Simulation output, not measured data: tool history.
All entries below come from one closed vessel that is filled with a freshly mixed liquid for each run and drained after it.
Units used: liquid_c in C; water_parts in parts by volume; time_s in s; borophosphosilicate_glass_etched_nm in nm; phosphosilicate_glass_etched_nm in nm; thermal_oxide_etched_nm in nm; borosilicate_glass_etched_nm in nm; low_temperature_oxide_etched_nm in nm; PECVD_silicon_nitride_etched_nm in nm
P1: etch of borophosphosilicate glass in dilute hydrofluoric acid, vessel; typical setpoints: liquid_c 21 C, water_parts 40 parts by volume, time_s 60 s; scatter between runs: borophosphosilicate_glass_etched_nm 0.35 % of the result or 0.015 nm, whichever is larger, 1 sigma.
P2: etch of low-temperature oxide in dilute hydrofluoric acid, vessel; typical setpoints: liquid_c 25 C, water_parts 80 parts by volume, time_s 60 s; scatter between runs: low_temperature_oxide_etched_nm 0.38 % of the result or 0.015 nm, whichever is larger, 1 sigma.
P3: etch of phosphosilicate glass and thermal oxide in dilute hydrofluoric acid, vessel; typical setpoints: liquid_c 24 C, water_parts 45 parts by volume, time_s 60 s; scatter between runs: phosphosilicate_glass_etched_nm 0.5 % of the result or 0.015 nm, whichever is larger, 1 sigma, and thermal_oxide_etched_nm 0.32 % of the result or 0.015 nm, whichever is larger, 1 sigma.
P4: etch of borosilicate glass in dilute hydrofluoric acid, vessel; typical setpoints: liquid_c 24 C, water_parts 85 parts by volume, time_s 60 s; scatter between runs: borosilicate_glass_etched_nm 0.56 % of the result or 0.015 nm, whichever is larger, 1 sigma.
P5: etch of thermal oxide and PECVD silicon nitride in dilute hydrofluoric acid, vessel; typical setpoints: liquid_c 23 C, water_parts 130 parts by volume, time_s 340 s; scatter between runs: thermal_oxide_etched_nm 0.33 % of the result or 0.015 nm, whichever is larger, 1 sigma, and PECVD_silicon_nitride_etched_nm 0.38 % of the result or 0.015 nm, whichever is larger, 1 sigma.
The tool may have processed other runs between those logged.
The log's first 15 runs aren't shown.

run   hour  process  liquid_c  water_parts  time_s  hours since the thermometer was replaced  hours since the hydrofluoric acid flow meter was replaced  borophosphosilicate_glass_etched_nm  phosphosilicate_glass_etched_nm  thermal_oxide_etched_nm  borosilicate_glass_etched_nm  low_temperature_oxide_etched_nm  PECVD_silicon_nitride_etched_nm
 16  189.1       P2        25           80      60                                    1017.2                                                      617.3                                                                                                                                                        28.702
 17  202.7       P5        23           50     340                                    1030.8                                                      630.9                                                                                         33.959                                                                                          13.916
 18  214.2       P1        17           40      60                                    1042.3                                                      642.4                               50.616
 19  224.7       P1        21           60      60                                    1052.8                                                      652.9                                38.84
 20  235.9       P2        25           80      60                                      1064                                                      664.1                                                                                                                                                        28.668
 21  249.6       P1        26           40      60                                    1077.7                                                      677.8                               74.028
 22  267.5       P4      19.5           85      60                                    1095.6                                                      695.7                                                                                                                       13.329
 23    276       P2        25           80     100                                    1104.1                                                      704.2                                                                                                                                                        47.544
 24  293.6       P4        24           85      30                                    1121.7                                                      721.8                                                                                                                       7.9495
 25  310.9       P3      27.5           45      60                                      1139                                                      739.1                                                                100.13                   8.3312
 26  320.9       P4        24           85      60                                      1149                                                      749.1                                                                                                                       16.048
 27  328.9       P2      20.5           80      60                                      1157                                                      757.1                                                                                                                                                        23.829
 28  347.5       P5        23          130      30                                    1175.6                                                      775.7                                                                                         1.0499                                                                                         0.47985
 29  361.7       P3        24           45      60                                    1189.8                                                      789.9                                                                85.419                   7.2336
 30  374.8       P1        21           40      60                                    1202.9                                                        803                               59.845
 31  382.9       P1        21           40      60                                      1211                                                      811.1                               58.893
 32  393.1       P1        21           40      60                                    1221.2                                                      821.3                               57.846
 33  401.2       P1        21           40      60                                    1229.3                                                      829.4                               57.398
 34  412.2       P1        21           40      60                                    1240.3                                                      840.4                               56.633

Expected results for the next run?
 35   429       P1        21           40      60                                    1257.1                                                      857.2                                    ?

borophosphosilicate_glass_etched_nm: 56.375 nm

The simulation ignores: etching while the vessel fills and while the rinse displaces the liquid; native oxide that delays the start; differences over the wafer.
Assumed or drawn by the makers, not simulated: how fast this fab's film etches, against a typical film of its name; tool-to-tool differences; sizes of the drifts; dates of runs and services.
